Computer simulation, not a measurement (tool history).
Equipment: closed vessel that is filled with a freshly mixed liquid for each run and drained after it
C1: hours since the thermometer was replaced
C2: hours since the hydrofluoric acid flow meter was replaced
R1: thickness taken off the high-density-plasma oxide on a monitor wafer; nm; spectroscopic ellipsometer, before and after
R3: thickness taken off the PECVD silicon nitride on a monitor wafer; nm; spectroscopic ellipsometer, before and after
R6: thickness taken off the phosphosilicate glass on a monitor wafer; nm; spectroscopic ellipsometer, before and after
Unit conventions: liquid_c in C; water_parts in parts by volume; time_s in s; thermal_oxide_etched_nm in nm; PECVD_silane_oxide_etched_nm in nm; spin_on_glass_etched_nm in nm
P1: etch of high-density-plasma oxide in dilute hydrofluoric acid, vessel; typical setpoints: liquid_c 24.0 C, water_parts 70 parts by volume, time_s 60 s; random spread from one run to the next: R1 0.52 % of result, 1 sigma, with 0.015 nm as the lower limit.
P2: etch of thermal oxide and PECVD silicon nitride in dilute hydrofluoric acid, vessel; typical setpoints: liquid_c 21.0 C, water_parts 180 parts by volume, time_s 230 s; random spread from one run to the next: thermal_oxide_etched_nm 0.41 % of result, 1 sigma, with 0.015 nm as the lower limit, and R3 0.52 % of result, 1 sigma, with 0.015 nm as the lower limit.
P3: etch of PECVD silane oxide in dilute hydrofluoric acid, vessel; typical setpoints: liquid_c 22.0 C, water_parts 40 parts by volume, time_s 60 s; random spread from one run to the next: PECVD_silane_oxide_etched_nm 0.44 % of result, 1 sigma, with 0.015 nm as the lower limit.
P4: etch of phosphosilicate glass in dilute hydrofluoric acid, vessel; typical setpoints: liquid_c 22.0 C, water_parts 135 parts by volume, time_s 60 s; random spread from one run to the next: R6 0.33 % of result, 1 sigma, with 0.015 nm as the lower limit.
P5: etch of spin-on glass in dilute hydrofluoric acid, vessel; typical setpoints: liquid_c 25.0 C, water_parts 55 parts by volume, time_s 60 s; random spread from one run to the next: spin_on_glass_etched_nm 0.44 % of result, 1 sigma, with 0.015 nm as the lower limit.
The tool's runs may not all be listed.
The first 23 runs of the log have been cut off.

run 24 hour=205.2 | process=P1 liquid_c=24.0 water_parts=20 time_s=60 | C1=887.9 C2=952.6 | R1=21.4550
run 25 hour=217.2 | process=P5 liquid_c=25.0 water_parts=20 time_s=60 | C1=899.9 C2=964.6 | spin_on_glass_etched_nm=185.220
run 26 hour=225.0 | process=P4 liquid_c=22.0 water_parts=200 time_s=60 | C1=907.7 C2=972.4 | R6=21.923
run 27 hour=236.4 | process=P3 liquid_c=29.5 water_parts=40 time_s=60 | C1=919.1 C2=983.8 | PECVD_silane_oxide_etched_nm=37.673
run 28 hour=244.8 | process=P4 liquid_c=22.0 water_parts=135 time_s=110 | C1=927.5 C2=992.2 | R6=63.414
run 29 hour=253.2 | process=P5 liquid_c=25.0 water_parts=55 time_s=60 | C1=935.9 C2=1000.6 | spin_on_glass_etched_nm=64.635
run 30 hour=261.2 | process=P1 liquid_c=24.0 water_parts=70 time_s=60 | C1=943.9 C2=1008.6 | R1=5.7210
run 31 hour=272.1 | process=P1 liquid_c=24.0 water_parts=70 time_s=60 | C1=954.8 C2=1019.5 | R1=5.5120
run 32 hour=277.4 | process=P1 liquid_c=24.0 water_parts=70 time_s=60 | C1=960.1 C2=1024.8 | R1=5.4000
run 33 hour=289.4 | process=P1 liquid_c=24.0 water_parts=70 time_s=60 | C1=972.1 C2=1036.8 | R1=5.3189
run 34 hour=295.4 | process=P1 liquid_c=24.0 water_parts=70 time_s=60 | C1=978.1 C2=1042.8 | R1=5.3146
run 35 hour=301.7 | process=P1 liquid_c=24.0 water_parts=70 time_s=60 | C1=984.4 C2=1049.1 | R1=5.3520
run 36 hour=309.1 | process=P1 liquid_c=24.0 water_parts=70 time_s=60 | C1=991.8 C2=1056.5 | R1=5.2486
run 37 hour=316.8 | process=P1 liquid_c=24.0 water_parts=70 time_s=60 | C1=999.5 C2=1064.2 | R1=5.2248
run 38 hour=325.1 | process=P1 liquid_c=24.0 water_parts=70 time_s=60 | C1=1007.8 C2=1072.5 | R1=5.2478
run 39 hour=332.7 | process=P1 liquid_c=24.0 water_parts=70 time_s=60 | C1=1015.4 C2=1080.1 | R1=5.2092

What does the tool deliver on the next run?
run 40 hour=343.4 | process=P1 liquid_c=24.0 water_parts=70 time_s=60 | C1=1026.1 C2=1090.8 | R1=?

R1: 5.1729 nm
